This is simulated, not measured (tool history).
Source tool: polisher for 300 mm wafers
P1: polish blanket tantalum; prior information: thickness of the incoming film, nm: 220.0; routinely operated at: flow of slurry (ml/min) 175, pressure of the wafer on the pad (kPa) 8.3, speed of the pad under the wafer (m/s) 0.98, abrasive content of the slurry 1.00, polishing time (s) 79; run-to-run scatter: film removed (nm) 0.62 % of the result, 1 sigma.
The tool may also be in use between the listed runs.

run	hour	flow of slurry (ml/min)	pressure of the wafer on the pad (kPa)	speed of the pad under the wafer (m/s)	abrasive content of the slurry	polishing time (s)	film removed (nm)
1	7.1	175	8.3	0.98	1.00	79	64.591
2	13.8	175	8.3	0.98	1.00	108	87.823
3	22.8	175	8.3	0.98	1.00	79	63.935
4	29.6	175	8.3	0.98	1.00	79	64.554
5	34.7	175	8.3	0.98	1.00	54	43.559
6	43.8	175	8.3	0.98	1.25	79	68.321
7	51.6	175	8.3	0.98	1.00	79	64.016
8	57.8	175	8.3	1.38	1.00	79	90.591
9	68.1	175	8.3	0.98	1.00	79	63.744
10	75.8	175	8.3	0.98	0.55	79	52.453
11	85.6	175	8.3	1.40	1.30	79	97.445
12	91.4	175	8.3	0.44	1.00	79	28.791
13	98.0	265	8.3	0.98	1.00	79	68.390
14	107.3	175	8.3	0.46	1.30	79	32.640
15	113.0	175	4.1	0.98	1.00	79	32.364
16	122.0	175	11.7	0.98	1.00	79	91.048
17	130.4	105	8.3	0.98	1.00	79	58.164
18	135.2	175	8.3	0.98	1.00	79	64.132
19	141.4	175	8.3	0.98	1.00	79	62.201
20	152.2	175	8.3	0.98	1.00	79	60.340
21	156.9	175	8.3	0.98	1.00	79	59.376

Estimate the outcome of run 22 from the log above:
22	167.1	175	8.3	0.98	1.00	79	?

For run 22 the tool returned film removed (nm) 58.191.

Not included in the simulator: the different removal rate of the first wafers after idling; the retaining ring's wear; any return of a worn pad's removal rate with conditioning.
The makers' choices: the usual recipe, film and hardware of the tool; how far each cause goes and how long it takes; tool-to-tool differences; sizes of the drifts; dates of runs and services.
